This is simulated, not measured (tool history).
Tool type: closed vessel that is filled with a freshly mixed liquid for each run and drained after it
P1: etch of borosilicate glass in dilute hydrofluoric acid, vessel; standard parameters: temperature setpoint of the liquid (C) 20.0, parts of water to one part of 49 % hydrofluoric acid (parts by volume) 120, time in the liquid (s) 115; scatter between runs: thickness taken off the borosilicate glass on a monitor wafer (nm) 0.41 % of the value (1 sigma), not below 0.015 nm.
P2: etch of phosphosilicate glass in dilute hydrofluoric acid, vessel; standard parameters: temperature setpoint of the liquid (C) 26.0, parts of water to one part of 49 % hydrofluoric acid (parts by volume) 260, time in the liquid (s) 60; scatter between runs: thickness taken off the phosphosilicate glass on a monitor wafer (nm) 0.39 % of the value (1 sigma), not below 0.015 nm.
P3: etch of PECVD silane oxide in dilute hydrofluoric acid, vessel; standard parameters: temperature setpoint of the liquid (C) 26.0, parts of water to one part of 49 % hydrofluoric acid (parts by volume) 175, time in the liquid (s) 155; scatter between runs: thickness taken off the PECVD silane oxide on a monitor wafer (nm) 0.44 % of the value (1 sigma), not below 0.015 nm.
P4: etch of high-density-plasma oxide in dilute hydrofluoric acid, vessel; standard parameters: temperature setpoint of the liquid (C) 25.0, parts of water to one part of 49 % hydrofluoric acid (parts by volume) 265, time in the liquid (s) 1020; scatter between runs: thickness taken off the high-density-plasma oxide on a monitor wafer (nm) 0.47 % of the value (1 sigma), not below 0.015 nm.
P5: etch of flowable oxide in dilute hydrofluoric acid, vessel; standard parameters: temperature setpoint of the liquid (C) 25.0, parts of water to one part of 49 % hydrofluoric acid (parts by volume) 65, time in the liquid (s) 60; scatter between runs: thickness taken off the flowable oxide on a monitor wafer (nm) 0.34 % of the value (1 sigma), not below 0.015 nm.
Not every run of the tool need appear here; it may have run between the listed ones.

run,hour,process that ran,temperature setpoint of the liquid (C),parts of water to one part of 49 % hydrofluoric acid (parts by volume),time in the liquid (s),hours since the thermometer was replaced,hours since the hydrofluoric acid flow meter was replaced,thickness taken off the borosilicate glass on a monitor wafer (nm),thickness taken off the flowable oxide on a monitor wafer (nm),thickness taken off the phosphosilicate glass on a monitor wafer (nm),thickness taken off the PECVD silane oxide on a monitor wafer (nm),thickness taken off the high-density-plasma oxide on a monitor wafer (nm)
1,14.3,P1,20.0,120,115,1663.7,906.9,21.6460,,,,
2,26.8,P1,20.0,120,115,1676.2,919.4,21.7470,,,,
3,36.2,P1,20.0,45,195,1685.6,928.8,107.0900,,,,
# hour 45.8: thermometer replaced
4,51.0,P5,25.0,65,60,5.2,943.6,,34.263,,,
5,67.5,P2,26.0,260,90,21.7,960.1,,,43.674,,
6,81.5,P3,30.0,175,155,35.7,974.1,,,,48.515,
7,89.8,P4,25.0,265,1020,44.0,982.4,,,,,22.381
8,100.5,P1,17.0,120,115,54.7,993.1,19.2100,,,,
9,113.8,P1,20.0,120,35,68.0,1006.4,6.5886,,,,
10,121.8,P1,20.0,195,115,76.0,1014.4,12.4410,,,,
11,137.8,P2,26.0,260,60,92.0,1030.4,,,29.244,,
12,149.2,P3,26.0,35,155,103.4,1041.8,,,,251.380,
13,156.9,P1,26.5,120,115,111.1,1049.5,28.1380,,,,
14,170.4,P5,32.5,65,60,124.6,1063.0,,45.746,,,
15,177.5,P1,20.0,120,115,131.7,1070.1,21.6970,,,,
16,188.6,P4,20.0,265,1020,142.8,1081.2,,,,,18.535
17,205.1,P5,25.0,65,30,159.3,1097.7,,17.097,,,
18,221.2,P2,19.0,260,60,175.4,1113.8,,,22.579,,
19,234.4,P2,26.0,260,60,188.6,1127.0,,,29.109,,
20,242.6,P5,25.0,65,60,196.8,1135.2,,34.162,,,
21,250.8,P1,20.0,120,115,205.0,1143.4,21.6540,,,,
22,262.0,P2,26.0,95,60,216.2,1154.6,,,96.236,,
23,277.8,P3,26.0,175,155,232.0,1170.4,,,,41.805,
24,290.5,P1,17.0,120,30,244.7,1183.1,5.0327,,,,
25,303.1,P4,25.0,265,1535,257.3,1195.7,,,,,33.564
26,314.5,P1,20.0,120,115,268.7,1207.1,21.7920,,,,
27,329.6,P4,25.0,435,1020,283.8,1222.2,,,,,11.614
28,341.0,P5,25.0,100,60,295.2,1233.6,,21.070,,,
29,355.1,P3,26.0,175,300,309.3,1247.7,,,,80.982,
30,367.3,P1,20.0,120,115,321.5,1259.9,21.6640,,,,
31,380.8,P1,20.0,55,115,335.0,1273.4,51.2280,,,,
32,390.9,P1,20.0,120,200,345.1,1283.5,37.9460,,,,
33,400.6,P3,26.0,175,155,354.8,1293.2,,,,42.374,
34,413.2,P1,20.0,120,115,367.4,1305.8,21.7060,,,,
35,429.7,P1,20.0,120,115,383.9,1322.3,22.5240,,,,
36,440.2,P1,20.0,120,115,394.4,1332.8,22.9180,,,,
37,448.2,P1,20.0,120,115,402.4,1340.8,22.9400,,,,
38,461.7,P1,20.0,120,115,415.9,1354.3,23.1980,,,,
39,475.2,P1,20.0,120,115,429.4,1367.8,23.3810,,,,
40,490.8,P1,20.0,120,115,445.0,1383.4,23.2670,,,,
41,499.6,P1,20.0,120,115,453.8,1392.2,23.3640,,,,
42,508.8,P1,20.0,120,115,463.0,1401.4,23.2900,,,,

P1 no longer gives what it gave before; its output has crept away from where it was. The following 2 causes, each at its listed size, fit the log equally well:
A: hydrofluoric acid flow above the setpoint (%) = 7.01
B: liquid hotter than its thermometer reads (K) = 1.91
The gradual shift began around hour 413.2.

Question marks stand in for the results of the 4 check runs listed below, each run on one wafer. Under which run would the listed causes show clearly different results?
check 1,518.0,P3,29.5,45,155,,,,,,?,
check 2,518.0,P4,25.0,435,1385,,,,,,,?
check 3,518.0,P5,25.0,100,30,,,,?,,,
check 4,518.0,P2,21.5,165,60,,,,,?,,

Predicted outcomes, by check and by cause:
check,result,if A,if B
check 1,thickness taken off the PECVD silane oxide on a monitor wafer (nm),239.010,239.660
check 2,thickness taken off the high-density-plasma oxide on a monitor wafer (nm),17.252,16.685
check 3,thickness taken off the flowable oxide on a monitor wafer (nm),11.423,11.404
check 4,thickness taken off the phosphosilicate glass on a monitor wafer (nm),46.575,46.304
Distance between the nearest two causes, measured in the result of the check that separates them most: check 1 0.27 %; check 2 3.34 %; check 3 0.17 %; check 4 0.58 %
The other checks would show nearly matching results whichever cause is true, so check 2 is the only one that separates the causes.

Check 2 was then run and gave: thickness taken off the high-density-plasma oxide on a monitor wafer (nm) 17.327. Which cause is it?

The cause is A: hydrofluoric acid flow above the setpoint (%).
